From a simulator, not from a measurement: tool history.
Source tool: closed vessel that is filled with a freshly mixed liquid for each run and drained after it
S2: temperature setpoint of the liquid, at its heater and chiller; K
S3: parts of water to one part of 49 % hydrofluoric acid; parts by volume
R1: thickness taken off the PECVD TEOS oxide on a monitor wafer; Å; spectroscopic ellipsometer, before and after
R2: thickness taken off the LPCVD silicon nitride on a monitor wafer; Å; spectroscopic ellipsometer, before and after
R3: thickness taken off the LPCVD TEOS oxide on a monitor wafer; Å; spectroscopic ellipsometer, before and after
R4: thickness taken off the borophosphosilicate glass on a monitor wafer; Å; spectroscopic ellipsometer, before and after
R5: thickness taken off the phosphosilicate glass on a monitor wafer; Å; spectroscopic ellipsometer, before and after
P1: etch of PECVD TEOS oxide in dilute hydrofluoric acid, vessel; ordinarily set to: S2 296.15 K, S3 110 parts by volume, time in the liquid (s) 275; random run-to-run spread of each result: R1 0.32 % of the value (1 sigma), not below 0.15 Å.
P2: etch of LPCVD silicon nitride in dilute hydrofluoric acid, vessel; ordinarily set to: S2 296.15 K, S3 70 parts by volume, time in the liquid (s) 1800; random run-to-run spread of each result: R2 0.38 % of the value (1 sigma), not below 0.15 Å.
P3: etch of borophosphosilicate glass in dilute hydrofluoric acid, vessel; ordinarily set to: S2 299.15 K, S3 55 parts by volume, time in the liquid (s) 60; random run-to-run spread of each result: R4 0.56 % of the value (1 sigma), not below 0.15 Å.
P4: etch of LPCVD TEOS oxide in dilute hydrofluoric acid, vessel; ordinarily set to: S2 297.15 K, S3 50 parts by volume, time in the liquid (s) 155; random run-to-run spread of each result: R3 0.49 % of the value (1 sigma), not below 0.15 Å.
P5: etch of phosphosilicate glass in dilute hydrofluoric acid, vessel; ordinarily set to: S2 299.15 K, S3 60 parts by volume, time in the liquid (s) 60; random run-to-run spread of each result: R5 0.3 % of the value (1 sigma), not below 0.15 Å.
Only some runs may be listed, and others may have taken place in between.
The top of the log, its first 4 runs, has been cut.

Run 5, hour 30.7: process that ran P3, S2 299.15 K, S3 55 parts by volume, time in the liquid (s) 60. Result: R4 703.42 Å.
Run 6, hour 39.7: process that ran P2, S2 296.15 K, S3 70 parts by volume, time in the liquid (s) 1800. Result: R2 131.42 Å.
Run 7, hour 50.0: process that ran P1, S2 300.15 K, S3 110 parts by volume, time in the liquid (s) 275. Result: R1 233.450 Å.
At hour 58.5: hydrofluoric acid flow meter replaced.
Run 8, hour 59.0: process that ran P2, S2 296.15 K, S3 70 parts by volume, time in the liquid (s) 2890. Result: R2 211.72 Å.
Run 9, hour 64.0: process that ran P4, S2 297.15 K, S3 50 parts by volume, time in the liquid (s) 310. Result: R3 1088.10 Å.
Run 10, hour 72.3: process that ran P4, S2 297.15 K, S3 20 parts by volume, time in the liquid (s) 155. Result: R3 1416.20 Å.
Run 11, hour 81.4: process that ran P3, S2 299.15 K, S3 105 parts by volume, time in the liquid (s) 60. Result: R4 345.63 Å.
At hour 86.4: thermometer replaced.
Run 12, hour 86.4: process that ran P1, S2 296.15 K, S3 110 parts by volume, time in the liquid (s) 90. Result: R1 65.743 Å.
Run 13, hour 93.0: process that ran P1, S2 296.15 K, S3 160 parts by volume, time in the liquid (s) 275. Result: R1 129.610 Å.
Run 14, hour 103.4: process that ran P4, S2 290.15 K, S3 50 parts by volume, time in the liquid (s) 155. Result: R3 402.18 Å.
Run 15, hour 108.5: process that ran P5, S2 299.15 K, S3 60 parts by volume, time in the liquid (s) 60. Result: R5 1408.8 Å.
Run 16, hour 114.5: process that ran P3, S2 299.15 K, S3 55 parts by volume, time in the liquid (s) 30. Result: R4 349.41 Å.
Run 17, hour 123.3: process that ran P1, S2 290.15 K, S3 110 parts by volume, time in the liquid (s) 405. Result: R1 232.570 Å.
Run 18, hour 131.9: process that ran P4, S2 297.15 K, S3 50 parts by volume, time in the liquid (s) 155. Result: R3 544.31 Å.
Run 19, hour 139.8: process that ran P2, S2 303.65 K, S3 70 parts by volume, time in the liquid (s) 1800. Result: R2 215.54 Å.
Run 20, hour 145.0: process that ran P3, S2 299.15 K, S3 55 parts by volume, time in the liquid (s) 60. Result: R4 700.44 Å.
Run 21, hour 150.9: process that ran P1, S2 292.15 K, S3 110 parts by volume, time in the liquid (s) 275. Result: R1 170.990 Å.
Run 22, hour 158.4: process that ran P1, S2 296.15 K, S3 65 parts by volume, time in the liquid (s) 510. Result: R1 664.430 Å.
Run 23, hour 163.9: process that ran P3, S2 292.15 K, S3 55 parts by volume, time in the liquid (s) 60. Result: R4 525.28 Å.

Run 24, settings as shown, results not yet in. Your forecast:
Run 24, hour 173.7: process that ran P1, S2 296.15 K, S3 110 parts by volume, time in the liquid (s) 275. Result: R1 ?.

Run 24 yielded R1 199.960 Å.
